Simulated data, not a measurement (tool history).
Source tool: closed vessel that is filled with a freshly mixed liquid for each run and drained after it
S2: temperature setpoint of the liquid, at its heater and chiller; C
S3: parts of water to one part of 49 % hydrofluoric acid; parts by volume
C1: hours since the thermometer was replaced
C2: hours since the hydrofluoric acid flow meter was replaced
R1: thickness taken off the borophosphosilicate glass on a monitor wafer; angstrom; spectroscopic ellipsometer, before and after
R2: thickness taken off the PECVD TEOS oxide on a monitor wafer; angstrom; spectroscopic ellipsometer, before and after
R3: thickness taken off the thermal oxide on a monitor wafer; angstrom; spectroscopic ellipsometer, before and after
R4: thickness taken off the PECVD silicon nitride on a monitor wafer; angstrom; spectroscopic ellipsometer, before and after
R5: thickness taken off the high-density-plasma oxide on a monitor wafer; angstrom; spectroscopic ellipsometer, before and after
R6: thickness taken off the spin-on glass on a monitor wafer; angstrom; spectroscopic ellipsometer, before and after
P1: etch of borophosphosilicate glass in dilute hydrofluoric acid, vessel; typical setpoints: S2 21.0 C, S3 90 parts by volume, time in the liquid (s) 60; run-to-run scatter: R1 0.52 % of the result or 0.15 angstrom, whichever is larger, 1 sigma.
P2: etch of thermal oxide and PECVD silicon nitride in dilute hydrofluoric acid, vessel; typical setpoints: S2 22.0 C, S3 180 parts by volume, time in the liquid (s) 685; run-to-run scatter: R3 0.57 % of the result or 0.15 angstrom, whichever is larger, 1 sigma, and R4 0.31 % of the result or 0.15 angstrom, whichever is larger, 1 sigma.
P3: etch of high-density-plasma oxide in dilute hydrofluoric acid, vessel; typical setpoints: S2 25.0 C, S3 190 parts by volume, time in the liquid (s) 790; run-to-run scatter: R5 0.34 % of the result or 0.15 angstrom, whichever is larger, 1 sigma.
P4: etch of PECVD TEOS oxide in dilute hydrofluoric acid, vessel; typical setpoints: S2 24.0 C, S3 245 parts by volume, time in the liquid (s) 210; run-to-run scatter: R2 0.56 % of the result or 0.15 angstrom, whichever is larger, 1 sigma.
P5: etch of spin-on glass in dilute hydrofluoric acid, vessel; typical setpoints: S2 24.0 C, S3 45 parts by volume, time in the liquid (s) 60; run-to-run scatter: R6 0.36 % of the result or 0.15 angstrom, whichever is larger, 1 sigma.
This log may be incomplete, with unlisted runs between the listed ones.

run 1 day=0.521 | process_that_ran=P1 S2=21.0 S3=90 time_in_the_liquid_(s)=60 | C1=741.5 C2=1666.4 | R1=157.100
run 2 day=1.008 | process_that_ran=P1 S2=21.0 S3=90 time_in_the_liquid_(s)=60 | C1=753.2 C2=1678.1 | R1=157.140
run 3 day=1.604 | process_that_ran=P4 S2=17.0 S3=245 time_in_the_liquid_(s)=210 | C1=767.5 C2=1692.4 | R2=56.049
run 4 day=2.017 | process_that_ran=P2 S2=22.0 S3=65 time_in_the_liquid_(s)=685 | C1=777.4 C2=1702.3 | R3=470.090 R4=443.870
run 5 day=2.354 | process_that_ran=P2 S2=22.0 S3=180 time_in_the_liquid_(s)=685 | C1=785.5 C2=1710.4 | R3=148.400 R4=163.080
run 6 day=2.954 | process_that_ran=P3 S2=30.5 S3=190 time_in_the_liquid_(s)=790 | C1=799.9 C2=1724.8 | R5=283.380
run 7 day=3.458 | process_that_ran=P4 S2=24.0 S3=245 time_in_the_liquid_(s)=210 | C1=812.0 C2=1736.9 | R2=72.151
run 8 day=3.888 | process_that_ran=P2 S2=29.0 S3=180 time_in_the_liquid_(s)=685 | C1=822.3 C2=1747.2 | R3=191.610 R4=253.910
run 9 day=4.479 | process_that_ran=P4 S2=24.0 S3=385 time_in_the_liquid_(s)=210 | C1=836.5 C2=1761.4 | R2=39.973
run 10 day=5.083 | process_that_ran=P4 S2=24.0 S3=245 time_in_the_liquid_(s)=210 | C1=851.0 C2=1775.9 | R2=72.033
run 11 day=5.621 | process_that_ran=P3 S2=25.0 S3=190 time_in_the_liquid_(s)=790 | C1=863.9 C2=1788.8 | R5=233.650
run 12 day=6.217 | process_that_ran=P5 S2=24.0 S3=45 time_in_the_liquid_(s)=110 | C1=878.2 C2=1803.1 | R6=890.36
run 13 day=6.504 | process_that_ran=P1 S2=17.0 S3=90 time_in_the_liquid_(s)=60 | C1=885.1 C2=1810.0 | R1=133.660
run 14 day=7.062 | process_that_ran=P2 S2=22.0 S3=180 time_in_the_liquid_(s)=335 | C1=898.5 C2=1823.4 | R3=72.458 R4=79.896
run 15 day=7.462 | process_that_ran=P3 S2=25.0 S3=65 time_in_the_liquid_(s)=790 | C1=908.1 C2=1833.0 | R5=788.280
run 16 day=7.862 | process_that_ran=P5 S2=24.0 S3=45 time_in_the_liquid_(s)=60 | C1=917.7 C2=1842.6 | R6=483.49
run 17 day=8.404 | process_that_ran=P5 S2=24.0 S3=45 time_in_the_liquid_(s)=60 | C1=930.7 C2=1855.6 | R6=485.55
run 18 day=8.729 | process_that_ran=P1 S2=21.0 S3=90 time_in_the_liquid_(s)=60 | C1=938.5 C2=1863.4 | R1=157.820
run 19 day=9.112 | process_that_ran=P1 S2=21.0 S3=90 time_in_the_liquid_(s)=60 | C1=947.7 C2=1872.6 | R1=158.030
run 20 day=9.571 | process_that_ran=P3 S2=25.0 S3=190 time_in_the_liquid_(s)=255 | C1=958.7 C2=1883.6 | R5=74.796
run 21 day=10.033 | process_that_ran=P1 S2=21.0 S3=90 time_in_the_liquid_(s)=90 | C1=969.8 C2=1894.7 | R1=236.070
run 22 day=10.425 | process_that_ran=P4 S2=24.0 S3=245 time_in_the_liquid_(s)=110 | C1=979.2 C2=1904.1 | R2=37.936
run 23 day=10.783 | process_that_ran=P1 S2=21.0 S3=90 time_in_the_liquid_(s)=60 | C1=987.8 C2=1912.7 | R1=157.790
run 24 day=11.092 | process_that_ran=P1 S2=21.0 S3=90 time_in_the_liquid_(s)=60 | C1=995.2 C2=1920.1 | R1=156.220
run 25 day=11.700 | process_that_ran=P1 S2=21.0 S3=160 time_in_the_liquid_(s)=60 | C1=1009.8 C2=1934.7 | R1=81.896
run 26 day=12.000 | process_that_ran=P1 S2=28.5 S3=90 time_in_the_liquid_(s)=60 | C1=1017.0 C2=1941.9 | R1=214.020
run 27 day=12.429 | process_that_ran=P5 S2=32.0 S3=45 time_in_the_liquid_(s)=60 | C1=1027.3 C2=1952.2 | R6=665.64
run 28 day=12.917 | process_that_ran=P1 S2=21.0 S3=35 time_in_the_liquid_(s)=60 | C1=1039.0 C2=1963.9 | R1=435.110
run 29 day=13.429 | process_that_ran=P1 S2=21.0 S3=125 time_in_the_liquid_(s)=105 | C1=1051.3 C2=1976.2 | R1=191.020
run 30 day=14.004 | process_that_ran=P1 S2=17.0 S3=90 time_in_the_liquid_(s)=30 | C1=1065.1 C2=1990.0 | R1=66.618
run 31 day=14.608 | process_that_ran=P5 S2=24.0 S3=30 time_in_the_liquid_(s)=60 | C1=1079.6 C2=2004.5 | R6=736.74
run 32 day=15.062 | process_that_ran=P1 S2=27.0 S3=90 time_in_the_liquid_(s)=100 | C1=1090.5 C2=2015.4 | R1=333.830
run 33 day=15.367 | process_that_ran=P1 S2=21.0 S3=90 time_in_the_liquid_(s)=30 | C1=1097.8 C2=2022.7 | R1=78.933
run 34 day=15.962 | process_that_ran=P1 S2=21.0 S3=90 time_in_the_liquid_(s)=60 | C1=1112.1 C2=2037.0 | R1=158.000
run 35 day=16.504 | process_that_ran=P1 S2=21.0 S3=90 time_in_the_liquid_(s)=60 | C1=1125.1 C2=2050.0 | R1=165.860

The next listed run, before its measurement:
run 36 day=16.858 | process_that_ran=P1 S2=21.0 S3=90 time_in_the_liquid_(s)=60 | C1=1133.6 C2=2058.5 | R1=?

{"run 36": {"R1": 166.86}}

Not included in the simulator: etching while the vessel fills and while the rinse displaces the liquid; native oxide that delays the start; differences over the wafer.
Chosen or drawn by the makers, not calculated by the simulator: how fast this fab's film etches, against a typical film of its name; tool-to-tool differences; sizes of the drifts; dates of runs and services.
